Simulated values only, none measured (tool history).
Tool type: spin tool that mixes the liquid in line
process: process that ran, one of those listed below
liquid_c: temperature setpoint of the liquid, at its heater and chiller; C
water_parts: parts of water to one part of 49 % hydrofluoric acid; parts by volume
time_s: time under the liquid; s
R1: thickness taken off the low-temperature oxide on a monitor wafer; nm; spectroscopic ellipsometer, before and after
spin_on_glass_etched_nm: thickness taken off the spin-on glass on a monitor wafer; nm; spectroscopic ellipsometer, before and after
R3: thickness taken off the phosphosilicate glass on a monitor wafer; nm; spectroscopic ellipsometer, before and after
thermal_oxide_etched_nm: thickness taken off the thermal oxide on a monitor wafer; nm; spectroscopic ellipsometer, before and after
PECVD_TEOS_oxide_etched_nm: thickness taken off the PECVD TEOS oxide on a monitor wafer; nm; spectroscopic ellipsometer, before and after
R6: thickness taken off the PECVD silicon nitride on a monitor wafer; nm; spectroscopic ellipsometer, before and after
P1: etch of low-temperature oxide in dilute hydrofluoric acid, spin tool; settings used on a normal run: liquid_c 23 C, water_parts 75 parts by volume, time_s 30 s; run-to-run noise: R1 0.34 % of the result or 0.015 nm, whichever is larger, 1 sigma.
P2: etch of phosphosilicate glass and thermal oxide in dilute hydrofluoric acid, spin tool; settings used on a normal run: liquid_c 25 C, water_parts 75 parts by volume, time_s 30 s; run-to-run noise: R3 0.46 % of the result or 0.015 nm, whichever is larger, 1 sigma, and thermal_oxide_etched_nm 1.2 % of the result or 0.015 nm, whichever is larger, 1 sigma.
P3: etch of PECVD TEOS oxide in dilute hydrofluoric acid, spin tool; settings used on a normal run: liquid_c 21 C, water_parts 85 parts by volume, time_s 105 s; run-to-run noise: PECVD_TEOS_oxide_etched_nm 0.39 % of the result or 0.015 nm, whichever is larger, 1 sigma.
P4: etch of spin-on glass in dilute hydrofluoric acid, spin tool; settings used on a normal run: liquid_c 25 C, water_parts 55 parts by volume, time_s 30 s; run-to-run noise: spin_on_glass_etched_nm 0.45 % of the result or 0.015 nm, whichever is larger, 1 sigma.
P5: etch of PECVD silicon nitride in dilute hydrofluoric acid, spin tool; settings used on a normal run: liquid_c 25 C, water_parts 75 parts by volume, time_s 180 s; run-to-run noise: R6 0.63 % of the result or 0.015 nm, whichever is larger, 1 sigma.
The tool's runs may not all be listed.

Run 1, hour 3.2: process P1, liquid_c 23 C, water_parts 75 parts by volume, time_s 30 s. Result: R1 6.6282 nm.
Run 2, hour 7.3: process P4, liquid_c 25 C, water_parts 95 parts by volume, time_s 30 s. Result: spin_on_glass_etched_nm 13.889 nm.
Run 3, hour 10.5: process P2, liquid_c 25 C, water_parts 40 parts by volume, time_s 30 s. Result: R3 89.752 nm, thermal_oxide_etched_nm 3.8551 nm.
Run 4, hour 13.2: process P3, liquid_c 21 C, water_parts 30 parts by volume, time_s 105 s. Result: PECVD_TEOS_oxide_etched_nm 85.84 nm.
Run 5, hour 16.5: process P4, liquid_c 25 C, water_parts 55 parts by volume, time_s 30 s. Result: spin_on_glass_etched_nm 24.983 nm.
Run 6, hour 21.6: process P1, liquid_c 23 C, water_parts 75 parts by volume, time_s 30 s. Result: R1 6.6331 nm.
Run 7, hour 25.7: process P3, liquid_c 21 C, water_parts 85 parts by volume, time_s 105 s. Result: PECVD_TEOS_oxide_etched_nm 28.178 nm.
Run 8, hour 28.3: process P1, liquid_c 23 C, water_parts 75 parts by volume, time_s 30 s. Result: R1 6.5971 nm.
Run 9, hour 33.8: process P1, liquid_c 23 C, water_parts 110 parts by volume, time_s 30 s. Result: R1 4.37 nm.
Run 10, hour 38.5: process P1, liquid_c 17 C, water_parts 75 parts by volume, time_s 30 s. Result: R1 5.1765 nm.
Run 11, hour 41.8: process P1, liquid_c 23 C, water_parts 75 parts by volume, time_s 65 s. Result: R1 14.464 nm.
Run 12, hour 45.3: process P1, liquid_c 23 C, water_parts 75 parts by volume, time_s 15 s. Result: R1 3.3594 nm.
Run 13, hour 50.2: process P4, liquid_c 19 C, water_parts 55 parts by volume, time_s 30 s. Result: spin_on_glass_etched_nm 19.569 nm.
Run 14, hour 54.1: process P3, liquid_c 21 C, water_parts 85 parts by volume, time_s 105 s. Result: PECVD_TEOS_oxide_etched_nm 28.169 nm.
Run 15, hour 57.7: process P4, liquid_c 25 C, water_parts 55 parts by volume, time_s 50 s. Result: spin_on_glass_etched_nm 41.422 nm.
Run 16, hour 61.9: process P2, liquid_c 25 C, water_parts 75 parts by volume, time_s 15 s. Result: R3 22.727 nm, thermal_oxide_etched_nm 1.0068 nm.
Run 17, hour 65.2: process P5, liquid_c 25 C, water_parts 75 parts by volume, time_s 180 s. Result: R6 4.4256 nm.
Run 18, hour 69.5: process P1, liquid_c 23 C, water_parts 75 parts by volume, time_s 30 s. Result: R1 6.6564 nm.
Run 19, hour 73: process P5, liquid_c 25 C, water_parts 75 parts by volume, time_s 90 s. Result: R6 2.174 nm.
Run 20, hour 76.6: process P5, liquid_c 25 C, water_parts 40 parts by volume, time_s 180 s. Result: R6 8.0368 nm.
Run 21, hour 79.9: process P1, liquid_c 23 C, water_parts 30 parts by volume, time_s 30 s. Result: R1 17.535 nm.
Run 22, hour 83.7: process P4, liquid_c 25 C, water_parts 55 parts by volume, time_s 30 s. Result: spin_on_glass_etched_nm 24.904 nm.

The next listed run, before its measurement:
Run 23, hour 88.5: process P1, liquid_c 23 C, water_parts 75 parts by volume, time_s 30 s. Result: R1 ?.

R1: 6.6823 nm

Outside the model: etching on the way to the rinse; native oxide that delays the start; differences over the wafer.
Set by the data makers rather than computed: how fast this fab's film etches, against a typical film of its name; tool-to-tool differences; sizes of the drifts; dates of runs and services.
